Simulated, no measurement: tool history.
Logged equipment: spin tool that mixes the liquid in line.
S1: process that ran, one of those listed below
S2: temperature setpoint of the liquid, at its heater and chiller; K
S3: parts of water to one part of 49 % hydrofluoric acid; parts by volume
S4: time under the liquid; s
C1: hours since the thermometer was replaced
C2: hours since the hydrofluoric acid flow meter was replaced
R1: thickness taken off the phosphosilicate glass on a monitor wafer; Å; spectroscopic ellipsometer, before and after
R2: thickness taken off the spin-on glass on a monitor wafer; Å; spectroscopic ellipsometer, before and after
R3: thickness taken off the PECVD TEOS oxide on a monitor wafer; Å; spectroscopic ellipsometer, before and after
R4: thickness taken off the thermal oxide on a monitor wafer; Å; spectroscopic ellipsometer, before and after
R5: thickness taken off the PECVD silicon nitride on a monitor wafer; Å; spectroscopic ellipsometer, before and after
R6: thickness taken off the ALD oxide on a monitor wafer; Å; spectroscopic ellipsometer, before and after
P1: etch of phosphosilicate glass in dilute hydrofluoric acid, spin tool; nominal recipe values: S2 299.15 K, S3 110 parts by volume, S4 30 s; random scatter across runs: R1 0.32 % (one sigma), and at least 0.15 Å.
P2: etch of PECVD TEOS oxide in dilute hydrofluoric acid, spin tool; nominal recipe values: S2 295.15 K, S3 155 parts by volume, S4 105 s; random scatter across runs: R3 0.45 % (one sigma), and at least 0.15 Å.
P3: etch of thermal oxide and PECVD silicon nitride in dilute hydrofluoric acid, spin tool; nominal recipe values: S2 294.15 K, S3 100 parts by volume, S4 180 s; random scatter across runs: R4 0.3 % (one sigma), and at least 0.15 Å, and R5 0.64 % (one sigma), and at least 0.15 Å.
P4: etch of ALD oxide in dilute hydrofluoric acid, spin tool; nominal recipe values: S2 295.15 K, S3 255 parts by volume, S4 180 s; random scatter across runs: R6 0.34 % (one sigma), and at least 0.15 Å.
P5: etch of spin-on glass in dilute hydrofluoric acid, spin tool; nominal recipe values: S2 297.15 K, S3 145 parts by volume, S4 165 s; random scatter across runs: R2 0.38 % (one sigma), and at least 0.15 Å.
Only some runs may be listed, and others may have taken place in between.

run   hour  S1      S2   S3   S4     C1     C2       R1       R2       R3      R4      R5        R6
  1    8.2  P1  299.15  110   30  377.2  491.3   564.28
  2   17.1  P5  297.15   45  165  386.1  500.2           1407.90
  3   23.1  P2  295.15  155  200  392.1  506.2                    168.770
  4   30.4  P1  299.15  110   15  399.4  513.5   283.67
  5   39.4  P5  297.15  145  260  408.4  522.5            607.91
  6   44.3  P1  305.65   55   30  413.3  527.4  1564.90
  7   51.0  P1  299.15  110   30  420.0  534.1   567.08
  8   61.0  P3  294.15  100  180  430.0  544.1                             76.920  38.794
  9   71.2  P5  297.15  145  165  440.2  554.3            383.85
 10   77.6  P4  295.15  255  180  446.6  560.7                                              60.1410
      82.3  -- thermometer replaced
 11   83.9  P2  295.15   75  105    1.6  567.0                    200.790
 12   88.9  P4  295.15  255   20    6.6  572.0                                               6.8282
 13   95.6  P3  294.15  170  180   13.3  578.7                             42.088  22.681
 14  102.7  P3  294.15  100  100   20.4  585.8                             42.424  21.738
 15  112.9  P4  295.15  255  180   30.6  596.0                                              60.4590
 16  120.7  P1  299.15  110   30   38.4  603.8   561.04
 17  129.1  P4  290.65  255  180   46.8  612.2                                              51.0140
 18  137.1  P1  292.15  110   30   54.8  620.2   425.01
 19  141.6  P2  290.65  155  105   59.3  624.7                     74.232
 20  151.5  P1  299.15   55   30   69.2  634.6  1217.80
 21  160.2  P1  299.15  160   30   77.9  643.3   364.84
 22  164.7  P5  290.15  145  165   82.4  647.8            292.41
 23  171.6  P3  297.65  100  180   89.3  654.7                             88.700  48.555
 24  177.6  P1  299.15  110   30   95.3  660.7   563.30
 25  184.8  P1  299.15  110   45  102.5  667.9   848.12
 26  193.0  P1  299.15  110   30  110.7  676.1   563.23
 27  203.0  P2  295.15  155  105  120.7  686.1                     88.007
 28  209.2  P1  306.65  110   30  126.9  692.3   747.72
 29  218.8  P4  295.15  140  180  136.5  701.9                                             123.7300
 30  227.1  P1  299.15  110   30  144.8  710.2   565.37
 31  234.6  P1  299.15  110   30  152.3  717.7   550.06
 32  239.9  P1  299.15  110   30  157.6  723.0   541.70
 33  245.7  P1  299.15  110   30  163.4  728.8   535.08
 34  253.8  P1  299.15  110   30  171.5  736.9   529.34
 35  263.6  P1  299.15  110   30  181.3  746.7   525.91
 36  268.0  P1  299.15  110   30  185.7  751.1   525.01
 37  277.9  P1  299.15  110   30  195.6  761.0   524.17
 38  287.6  P1  299.15  110   30  205.3  770.7   526.01

What P1 gives has crept away from where it was. These 2 causes fit the log equally well, each at the size given:
A: liquid colder than its thermometer reads (K) = 1.94
B: hydrofluoric acid flow below the setpoint (%) = 6.36
The process output started creeping at around hour 227.1.

Consider the 4 single-wafer check runs listed below, results given as question marks: which one distinguishes between the causes by giving clearly different results for each?
check 1  297.3  P5  297.15  145  165               ?
check 2  297.3  P2  295.15  155  105                   ?
check 3  297.3  P3  294.15  100  180                       ?   ?
check 4  297.3  P4  295.15  255  180                               ?

Predicted outcomes, by check and by cause:
  check  result     if A     if B
check 1      R2   357.79   357.14
check 2      R3   82.204   82.131
check 3      R4   70.854   71.298
check 3      R5   33.899   36.275
check 4      R6  56.0240  55.4290
Gap, in per cent, between the two causes that each check separates least, read from the result that separates them most: check 1 0.18 %; check 2 0.09 %; check 3 6.77 %; check 4 1.07 %
The other checks would show nearly matching results whichever cause is true, so check 3 is the only one that separates the causes.

Check 3 has now been run. It gave: R4 71.082 Å; R5 34.328 Å. Which of the candidate causes is it?

It was cause A: liquid colder than its thermometer reads (K).
